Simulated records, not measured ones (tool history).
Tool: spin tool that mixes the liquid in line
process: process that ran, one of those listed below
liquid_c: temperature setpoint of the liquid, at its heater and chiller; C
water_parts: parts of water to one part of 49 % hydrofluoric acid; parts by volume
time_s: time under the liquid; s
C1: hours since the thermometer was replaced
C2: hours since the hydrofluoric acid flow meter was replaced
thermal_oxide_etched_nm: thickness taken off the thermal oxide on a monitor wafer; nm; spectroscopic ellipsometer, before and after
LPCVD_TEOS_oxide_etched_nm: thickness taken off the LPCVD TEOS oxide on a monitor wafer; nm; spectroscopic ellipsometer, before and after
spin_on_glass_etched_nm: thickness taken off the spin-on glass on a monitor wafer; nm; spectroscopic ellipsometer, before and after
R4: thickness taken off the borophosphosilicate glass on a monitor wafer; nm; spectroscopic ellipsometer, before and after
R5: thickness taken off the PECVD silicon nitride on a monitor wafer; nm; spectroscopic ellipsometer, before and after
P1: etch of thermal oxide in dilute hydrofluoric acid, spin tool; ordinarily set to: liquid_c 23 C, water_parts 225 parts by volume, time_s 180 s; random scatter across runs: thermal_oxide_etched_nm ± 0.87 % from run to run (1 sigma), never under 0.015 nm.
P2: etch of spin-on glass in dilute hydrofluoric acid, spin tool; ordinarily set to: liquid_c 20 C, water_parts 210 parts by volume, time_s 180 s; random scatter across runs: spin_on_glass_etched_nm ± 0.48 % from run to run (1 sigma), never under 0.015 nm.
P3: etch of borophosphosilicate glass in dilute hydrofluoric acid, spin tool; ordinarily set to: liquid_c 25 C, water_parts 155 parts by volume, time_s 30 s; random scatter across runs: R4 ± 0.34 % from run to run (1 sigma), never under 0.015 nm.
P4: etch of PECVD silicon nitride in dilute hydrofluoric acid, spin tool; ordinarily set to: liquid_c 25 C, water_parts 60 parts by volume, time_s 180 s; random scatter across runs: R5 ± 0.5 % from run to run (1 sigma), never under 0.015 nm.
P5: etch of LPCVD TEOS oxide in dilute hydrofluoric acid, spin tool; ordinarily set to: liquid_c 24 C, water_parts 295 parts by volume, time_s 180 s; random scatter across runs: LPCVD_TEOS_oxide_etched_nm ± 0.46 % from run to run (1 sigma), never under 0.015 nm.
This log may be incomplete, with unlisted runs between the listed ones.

Run 1, hour 3.4: process P1, liquid_c 23 C, water_parts 225 parts by volume, time_s 180 s; C1 1023.3; C2 74.7. Result: thermal_oxide_etched_nm 3.1139 nm.
Run 2, hour 6.9: process P1, liquid_c 29.5 C, water_parts 225 parts by volume, time_s 180 s; C1 1026.8; C2 78.2. Result: thermal_oxide_etched_nm 3.9237 nm.
Run 3, hour 10.9: process P1, liquid_c 23 C, water_parts 225 parts by volume, time_s 180 s; C1 1030.8; C2 82.2. Result: thermal_oxide_etched_nm 3.1499 nm.
Run 4, hour 14.9: process P5, liquid_c 24 C, water_parts 295 parts by volume, time_s 180 s; C1 1034.8; C2 86.2. Result: LPCVD_TEOS_oxide_etched_nm 10.055 nm.
Run 5, hour 16.8: process P2, liquid_c 20 C, water_parts 210 parts by volume, time_s 180 s; C1 1036.7; C2 88.1. Result: spin_on_glass_etched_nm 20.682 nm.
Run 6, hour 20: process P3, liquid_c 31.5 C, water_parts 155 parts by volume, time_s 30 s; C1 1039.9; C2 91.3. Result: R4 15.212 nm.
Run 7, hour 22.7: process P2, liquid_c 26.5 C, water_parts 210 parts by volume, time_s 180 s; C1 1042.6; C2 94. Result: spin_on_glass_etched_nm 26.205 nm.
Run 8, hour 24.7: process P5, liquid_c 28 C, water_parts 295 parts by volume, time_s 180 s; C1 1044.6; C2 96. Result: LPCVD_TEOS_oxide_etched_nm 11.492 nm.
At hour 27: thermometer replaced.
Run 9, hour 28.2: process P5, liquid_c 24 C, water_parts 75 parts by volume, time_s 180 s; C1 1.2; C2 99.5. Result: LPCVD_TEOS_oxide_etched_nm 50.637 nm.
Run 10, hour 30: process P2, liquid_c 20 C, water_parts 335 parts by volume, time_s 180 s; C1 3; C2 101.3. Result: spin_on_glass_etched_nm 11.604 nm.
Run 11, hour 33.9: process P3, liquid_c 25 C, water_parts 155 parts by volume, time_s 30 s; C1 6.9; C2 105.2. Result: R4 11.989 nm.
Run 12, hour 37: process P1, liquid_c 23 C, water_parts 225 parts by volume, time_s 180 s; C1 10; C2 108.3. Result: thermal_oxide_etched_nm 3.1718 nm.
Run 13, hour 40: process P1, liquid_c 23 C, water_parts 225 parts by volume, time_s 80 s; C1 13; C2 111.3. Result: thermal_oxide_etched_nm 1.3686 nm.
Run 14, hour 44.1: process P4, liquid_c 29.5 C, water_parts 60 parts by volume, time_s 180 s; C1 17.1; C2 115.4. Result: R5 11.059 nm.
Run 15, hour 47.3: process P5, liquid_c 24 C, water_parts 295 parts by volume, time_s 180 s; C1 20.3; C2 118.6. Result: LPCVD_TEOS_oxide_etched_nm 10.022 nm.
Run 16, hour 50.7: process P1, liquid_c 23 C, water_parts 225 parts by volume, time_s 180 s; C1 23.7; C2 122. Result: thermal_oxide_etched_nm 3.1306 nm.
Run 17, hour 54.9: process P1, liquid_c 23 C, water_parts 225 parts by volume, time_s 180 s; C1 27.9; C2 126.2. Result: thermal_oxide_etched_nm 3.1507 nm.
Run 18, hour 58.9: process P1, liquid_c 23 C, water_parts 75 parts by volume, time_s 180 s; C1 31.9; C2 130.2. Result: thermal_oxide_etched_nm 11.195 nm.
Run 19, hour 61.2: process P3, liquid_c 25 C, water_parts 155 parts by volume, time_s 30 s; C1 34.2; C2 132.5. Result: R4 12.092 nm.
Run 20, hour 64.1: process P5, liquid_c 24 C, water_parts 295 parts by volume, time_s 265 s; C1 37.1; C2 135.4. Result: LPCVD_TEOS_oxide_etched_nm 14.772 nm.
Run 21, hour 66.2: process P2, liquid_c 20 C, water_parts 210 parts by volume, time_s 305 s; C1 39.2; C2 137.5. Result: spin_on_glass_etched_nm 35.136 nm.
Run 22, hour 69.6: process P3, liquid_c 25 C, water_parts 275 parts by volume, time_s 30 s; C1 42.6; C2 140.9. Result: R4 5.961 nm.
Run 23, hour 72.7: process P1, liquid_c 19 C, water_parts 225 parts by volume, time_s 180 s; C1 45.7; C2 144. Result: thermal_oxide_etched_nm 2.7587 nm.
Run 24, hour 75.8: process P1, liquid_c 23 C, water_parts 325 parts by volume, time_s 180 s; C1 48.8; C2 147.1. Result: thermal_oxide_etched_nm 1.9653 nm.
Run 25, hour 78.2: process P3, liquid_c 25 C, water_parts 155 parts by volume, time_s 45 s; C1 51.2; C2 149.5. Result: R4 18.032 nm.
Run 26, hour 80.9: process P1, liquid_c 23 C, water_parts 225 parts by volume, time_s 295 s; C1 53.9; C2 152.2. Result: thermal_oxide_etched_nm 5.1243 nm.
Run 27, hour 83.7: process P4, liquid_c 25 C, water_parts 60 parts by volume, time_s 55 s; C1 56.7; C2 155. Result: R5 2.5085 nm.
Run 28, hour 86.6: process P4, liquid_c 25 C, water_parts 60 parts by volume, time_s 180 s; C1 59.6; C2 157.9. Result: R5 8.2686 nm.
Run 29, hour 88.8: process P4, liquid_c 25 C, water_parts 20 parts by volume, time_s 180 s; C1 61.8; C2 160.1. Result: R5 24.01 nm.
Run 30, hour 91.1: process P1, liquid_c 28.5 C, water_parts 225 parts by volume, time_s 275 s; C1 64.1; C2 162.4. Result: thermal_oxide_etched_nm 5.8772 nm.
Run 31, hour 94.4: process P1, liquid_c 23 C, water_parts 225 parts by volume, time_s 180 s; C1 67.4; C2 165.7. Result: thermal_oxide_etched_nm 3.1465 nm.
Run 32, hour 97: process P1, liquid_c 23 C, water_parts 225 parts by volume, time_s 180 s; C1 70; C2 168.3. Result: thermal_oxide_etched_nm 3.2401 nm.
Run 33, hour 100.3: process P1, liquid_c 23 C, water_parts 225 parts by volume, time_s 180 s; C1 73.3; C2 171.6. Result: thermal_oxide_etched_nm 3.2793 nm.
Run 34, hour 103.7: process P1, liquid_c 23 C, water_parts 225 parts by volume, time_s 180 s; C1 76.7; C2 175. Result: thermal_oxide_etched_nm 3.301 nm.
Run 35, hour 105.9: process P1, liquid_c 23 C, water_parts 225 parts by volume, time_s 180 s; C1 78.9; C2 177.2. Result: thermal_oxide_etched_nm 3.3448 nm.
Run 36, hour 108.8: process P1, liquid_c 23 C, water_parts 225 parts by volume, time_s 180 s; C1 81.8; C2 180.1. Result: thermal_oxide_etched_nm 3.3637 nm.
Run 37, hour 111.4: process P1, liquid_c 23 C, water_parts 225 parts by volume, time_s 180 s; C1 84.4; C2 182.7. Result: thermal_oxide_etched_nm 3.3566 nm.
Run 38, hour 114.7: process P1, liquid_c 23 C, water_parts 225 parts by volume, time_s 180 s; C1 87.7; C2 186. Result: thermal_oxide_etched_nm 3.3825 nm.
Run 39, hour 118.1: process P1, liquid_c 23 C, water_parts 225 parts by volume, time_s 180 s; C1 91.1; C2 189.4. Result: thermal_oxide_etched_nm 3.397 nm.
Run 40, hour 121.6: process P1, liquid_c 23 C, water_parts 225 parts by volume, time_s 180 s; C1 94.6; C2 192.9. Result: thermal_oxide_etched_nm 3.3708 nm.
Run 41, hour 124.6: process P1, liquid_c 23 C, water_parts 225 parts by volume, time_s 180 s; C1 97.6; C2 195.9. Result: thermal_oxide_etched_nm 3.4089 nm.

What P1 gives has crept off from where it sat before. The 2 causes that follow fit the log equally well, each at the size noted:
A: liquid hotter than its thermometer reads (K) = 2.07
B: hydrofluoric acid flow above the setpoint (%) = 6.32
The creep began at about hour 94.4.

Each of the 4 check runs below uses one wafer; its results are left as question marks. Which run tells the causes apart?
Run check 1, hour 127.6: process P5, liquid_c 24 C, water_parts 295 parts by volume, time_s 180 s. Result: LPCVD_TEOS_oxide_etched_nm ?.
Run check 2, hour 127.6: process P3, liquid_c 25 C, water_parts 155 parts by volume, time_s 30 s. Result: R4 ?.
Run check 3, hour 127.6: process P2, liquid_c 20 C, water_parts 210 parts by volume, time_s 180 s. Result: spin_on_glass_etched_nm ?.
Run check 4, hour 127.6: process P4, liquid_c 25 C, water_parts 60 parts by volume, time_s 180 s. Result: R5 ?.

If the cause were each of the candidates in turn, the checks would give the following:
  check                      result    if A    if B
check 1  LPCVD_TEOS_oxide_etched_nm  10.812  10.892
check 2                          R4  13.023  12.955
check 3     spin_on_glass_etched_nm  22.367  22.254
check 4                          R5  9.4758   8.778
Per check, the gap between the least separated pair of causes, taken in the result that splits them most: check 1 0.74 %; check 2 0.52 %; check 3 0.51 %; check 4 7.65 %
Check 4 distinguishes between the causes, while the remaining checks would return nearly the same result for all of them.

Running check 4 produced the following: R5 9.4162 nm. Which one of the listed causes fits?

The correct cause is A, namely: liquid hotter than its thermometer reads (K).
